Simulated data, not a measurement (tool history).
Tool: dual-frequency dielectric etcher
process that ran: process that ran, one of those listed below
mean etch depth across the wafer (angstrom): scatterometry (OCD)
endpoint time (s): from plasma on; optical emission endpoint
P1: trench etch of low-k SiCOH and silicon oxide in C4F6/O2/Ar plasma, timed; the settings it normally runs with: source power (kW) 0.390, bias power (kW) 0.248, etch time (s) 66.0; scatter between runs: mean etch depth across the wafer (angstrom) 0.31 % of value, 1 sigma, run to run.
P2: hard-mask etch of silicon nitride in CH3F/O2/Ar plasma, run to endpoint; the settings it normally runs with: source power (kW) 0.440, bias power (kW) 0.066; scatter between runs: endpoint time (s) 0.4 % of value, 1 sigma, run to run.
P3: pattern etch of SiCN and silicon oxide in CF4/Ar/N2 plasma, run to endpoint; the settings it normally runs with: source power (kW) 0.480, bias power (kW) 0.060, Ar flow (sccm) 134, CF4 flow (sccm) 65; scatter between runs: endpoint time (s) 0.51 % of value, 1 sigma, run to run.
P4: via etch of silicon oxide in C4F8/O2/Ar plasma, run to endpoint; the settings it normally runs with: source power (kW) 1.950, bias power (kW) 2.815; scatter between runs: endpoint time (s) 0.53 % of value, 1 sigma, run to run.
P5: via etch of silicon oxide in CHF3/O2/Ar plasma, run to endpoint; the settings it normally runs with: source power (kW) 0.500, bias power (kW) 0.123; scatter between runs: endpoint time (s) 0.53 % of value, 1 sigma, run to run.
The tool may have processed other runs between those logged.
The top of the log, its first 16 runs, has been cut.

run,hour,process that ran,source power (kW),bias power (kW),etch time (s),Ar flow (sccm),CF4 flow (sccm),hours since the last wet clean,hours since the last source power generator calibration,hours since the last bias power generator calibration,mean etch depth across the wafer (angstrom),endpoint time (s)
17,220.4,P1,0.280,0.248,66.0,,,474.5,908.6,1342.9,2062.9,
18,236.1,P3,0.480,0.060,,134,65,490.2,924.3,1358.6,,20.934
19,245.9,P1,0.390,0.248,48.5,,,500.0,934.1,1368.4,1714.0,
# hour 250.6: bias power generator calibrated
20,260.1,P1,0.480,0.248,66.0,,,514.2,948.3,9.5,2519.6,
21,275.0,P4,1.950,3.599,,,,529.1,963.2,24.4,,247.720
22,287.9,P1,0.390,0.188,66.0,,,542.0,976.1,37.3,2119.4,
23,304.9,P1,0.390,0.248,84.0,,,559.0,993.1,54.3,2966.8,
24,320.1,P3,0.610,0.060,,134,65,574.2,1008.3,69.5,,17.131
25,333.6,P1,0.390,0.318,66.0,,,587.7,1021.8,83.0,2536.5,
26,343.0,P4,1.390,2.815,,,,597.1,1031.2,92.4,,305.590
27,353.4,P3,0.480,0.073,,134,65,607.5,1041.6,102.8,,19.612
28,368.3,P5,0.500,0.123,,,,622.4,1056.5,117.7,,318.710
29,380.0,P5,0.500,0.123,,,,634.1,1068.2,129.4,,318.470
30,391.1,P1,0.390,0.248,66.0,,,645.2,1079.3,140.5,2340.9,
31,408.0,P1,0.390,0.248,66.0,,,662.1,1096.2,157.4,2319.3,
32,418.5,P1,0.390,0.248,66.0,,,672.6,1106.7,167.9,2334.6,
33,435.0,P1,0.390,0.248,66.0,,,689.1,1123.2,184.4,2343.3,

The next listed run, before its measurement:
34,446.7,P1,0.390,0.248,66.0,,,700.8,1134.9,196.1,?,

{"run 34": {"mean etch depth across the wafer (angstrom)": 2368.4}}

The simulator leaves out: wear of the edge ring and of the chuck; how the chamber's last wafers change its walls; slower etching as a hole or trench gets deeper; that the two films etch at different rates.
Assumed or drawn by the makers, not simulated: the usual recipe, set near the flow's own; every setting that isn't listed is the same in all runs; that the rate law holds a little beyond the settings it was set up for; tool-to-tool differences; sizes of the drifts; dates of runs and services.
